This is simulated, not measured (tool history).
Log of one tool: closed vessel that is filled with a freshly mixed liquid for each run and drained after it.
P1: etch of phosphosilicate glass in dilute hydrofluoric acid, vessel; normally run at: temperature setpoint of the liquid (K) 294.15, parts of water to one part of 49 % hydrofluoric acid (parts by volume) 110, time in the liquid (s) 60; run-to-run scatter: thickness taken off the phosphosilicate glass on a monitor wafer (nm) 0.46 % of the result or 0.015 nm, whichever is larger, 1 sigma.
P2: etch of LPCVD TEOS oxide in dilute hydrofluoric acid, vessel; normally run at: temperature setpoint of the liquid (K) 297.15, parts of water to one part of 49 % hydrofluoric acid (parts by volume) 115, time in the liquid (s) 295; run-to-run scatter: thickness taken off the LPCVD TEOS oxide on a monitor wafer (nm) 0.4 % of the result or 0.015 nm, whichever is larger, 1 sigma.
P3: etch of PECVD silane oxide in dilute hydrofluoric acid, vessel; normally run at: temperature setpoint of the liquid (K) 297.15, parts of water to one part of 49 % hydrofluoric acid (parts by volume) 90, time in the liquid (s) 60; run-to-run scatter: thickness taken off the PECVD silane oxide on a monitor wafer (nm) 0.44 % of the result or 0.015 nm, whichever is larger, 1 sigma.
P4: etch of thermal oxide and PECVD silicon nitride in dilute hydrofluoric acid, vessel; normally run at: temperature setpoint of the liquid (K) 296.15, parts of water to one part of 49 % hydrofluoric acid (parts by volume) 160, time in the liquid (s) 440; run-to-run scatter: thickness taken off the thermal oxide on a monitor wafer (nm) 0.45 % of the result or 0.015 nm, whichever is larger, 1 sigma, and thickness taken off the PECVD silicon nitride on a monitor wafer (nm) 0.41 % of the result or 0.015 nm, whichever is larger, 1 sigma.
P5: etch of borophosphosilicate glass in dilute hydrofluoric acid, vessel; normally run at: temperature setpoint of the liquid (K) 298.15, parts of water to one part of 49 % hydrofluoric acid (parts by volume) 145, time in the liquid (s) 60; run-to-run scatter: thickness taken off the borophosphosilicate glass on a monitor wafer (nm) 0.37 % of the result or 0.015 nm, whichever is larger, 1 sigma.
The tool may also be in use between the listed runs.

| run | day | process that ran | temperature setpoint of the liquid (K) | parts of water to one part of 49 % hydrofluoric acid (parts by volume) | time in the liquid (s) | hours since the thermometer was replaced | hours since the hydrofluoric acid flow meter was replaced | thickness taken off the phosphosilicate glass on a monitor wafer (nm) | thickness taken off the thermal oxide on a monitor wafer (nm) | thickness taken off the PECVD silicon nitride on a monitor wafer (nm) | thickness taken off the borophosphosilicate glass on a monitor wafer (nm) | thickness taken off the PECVD silane oxide on a monitor wafer (nm) | thickness taken off the LPCVD TEOS oxide on a monitor wafer (nm) |
|---|---|---|---|---|---|---|---|---|---|---|---|---|---|
| 1 | 0.454 | P1 | 294.15 | 110 | 60 | 1394.6 | 434.0 | 46.190 |  |  |  |  |  |
| 2 | 1.083 | P4 | 296.15 | 160 | 725 | 1409.7 | 449.1 |  | 18.2590 | 9.9342 |  |  |  |
| 3 | 1.733 | P5 | 298.15 | 145 | 30 | 1425.3 | 464.7 |  |  |  | 7.9094 |  |  |
| 4 | 2.275 | P1 | 294.15 | 110 | 60 | 1438.3 | 477.7 | 46.155 |  |  |  |  |  |
| 5 | 2.850 | P1 | 294.15 | 110 | 60 | 1452.1 | 491.5 | 46.054 |  |  |  |  |  |
| 6 | 3.371 | P1 | 294.15 | 45 | 60 | 1464.6 | 504.0 | 121.780 |  |  |  |  |  |
| 7 | 4.092 | P1 | 294.15 | 110 | 60 | 1481.9 | 521.3 | 46.206 |  |  |  |  |  |
| 8 | 4.488 | P1 | 294.15 | 70 | 30 | 1491.4 | 530.8 | 38.197 |  |  |  |  |  |
| 9 | 4.854 | P3 | 297.15 | 90 | 60 | 1500.2 | 539.6 |  |  |  |  | 22.734 |  |
| 10 | 5.296 | P4 | 296.15 | 290 | 440 | 1510.8 | 550.2 |  | 5.3619 | 3.3638 |  |  |  |
| 11 | 5.883 | P4 | 296.15 | 160 | 440 | 1524.9 | 564.3 |  | 11.1890 | 6.0135 |  |  |  |
| 12 | 6.500 | P5 | 298.15 | 220 | 60 | 1539.7 | 579.1 |  |  |  | 9.4592 |  |  |
| 13 | 6.925 | P3 | 297.15 | 90 | 60 | 1549.9 | 589.3 |  |  |  |  | 22.599 |  |
| 14 | 7.362 | P1 | 294.15 | 70 | 100 | 1560.4 | 599.8 | 126.370 |  |  |  |  |  |
| 15 | 8.058 | P1 | 294.15 | 110 | 60 | 1577.1 | 616.5 | 46.356 |  |  |  |  |  |
| 16 | 8.658 | P2 | 297.15 | 190 | 295 | 1591.5 | 630.9 |  |  |  |  |  | 30.008 |
| 17 | 9.158 | P1 | 294.15 | 110 | 30 | 1603.5 | 642.9 | 22.974 |  |  |  |  |  |
| 18 | 9.733 | P1 | 290.15 | 185 | 60 | 1617.3 | 656.7 | 21.773 |  |  |  |  |  |
| 19 | 10.154 | P1 | 294.15 | 195 | 60 | 1627.4 | 666.8 | 23.627 |  |  |  |  |  |
| 20 | 10.754 | P3 | 297.15 | 160 | 60 | 1641.8 | 681.2 |  |  |  |  | 11.696 |  |
| 21 | 11.417 | P2 | 297.15 | 115 | 295 | 1657.7 | 697.1 |  |  |  |  |  | 53.751 |
| 22 | 11.983 | P1 | 294.15 | 110 | 115 | 1671.3 | 710.7 | 88.662 |  |  |  |  |  |
| 23 | 12.396 | P2 | 301.65 | 115 | 295 | 1681.2 | 720.6 |  |  |  |  |  | 64.083 |
| 24 | 12.729 | P1 | 294.15 | 110 | 60 | 1689.2 | 728.6 | 46.018 |  |  |  |  |  |
| 25 | 13.188 | P1 | 299.15 | 110 | 60 | 1700.2 | 739.6 | 56.731 |  |  |  |  |  |
| 26 | 13.617 | P3 | 297.15 | 90 | 100 | 1710.5 | 749.9 |  |  |  |  | 37.651 |  |
|  | 13.933 | hydrofluoric acid flow meter replaced |
| 27 | 14.021 | P5 | 298.15 | 145 | 60 | 1720.2 | 2.1 |  |  |  | 15.5900 |  |  |
| 28 | 14.671 | P4 | 301.65 | 160 | 440 | 1735.8 | 17.7 |  | 13.7060 | 8.4926 |  |  |  |
| 29 | 15.012 | P2 | 297.15 | 115 | 90 | 1744.0 | 25.9 |  |  |  |  |  | 16.427 |
| 30 | 15.429 | P1 | 290.15 | 110 | 60 | 1754.0 | 35.9 | 38.975 |  |  |  |  |  |
| 31 | 15.938 | P3 | 290.15 | 90 | 60 | 1766.2 | 48.1 |  |  |  |  | 16.897 |  |
| 32 | 16.600 | P1 | 294.15 | 110 | 60 | 1782.1 | 64.0 | 46.177 |  |  |  |  |  |
| 33 | 16.942 | P5 | 292.65 | 145 | 60 | 1790.3 | 72.2 |  |  |  | 12.6680 |  |  |
| 34 | 17.500 | P1 | 294.15 | 110 | 60 | 1803.7 | 85.6 | 46.130 |  |  |  |  |  |
| 35 | 18.200 | P1 | 294.15 | 110 | 60 | 1820.5 | 102.4 | 44.007 |  |  |  |  |  |
| 36 | 18.679 | P1 | 294.15 | 110 | 60 | 1832.0 | 113.9 | 42.942 |  |  |  |  |  |
| 37 | 19.258 | P1 | 294.15 | 110 | 60 | 1845.9 | 127.8 | 43.015 |  |  |  |  |  |

The next listed run, before its measurement:
| 38 | 19.862 | P1 | 294.15 | 110 | 60 | 1860.4 | 142.3 | ? |  |  |  |  |  |

thickness taken off the phosphosilicate glass on a monitor wafer (nm): 42.239
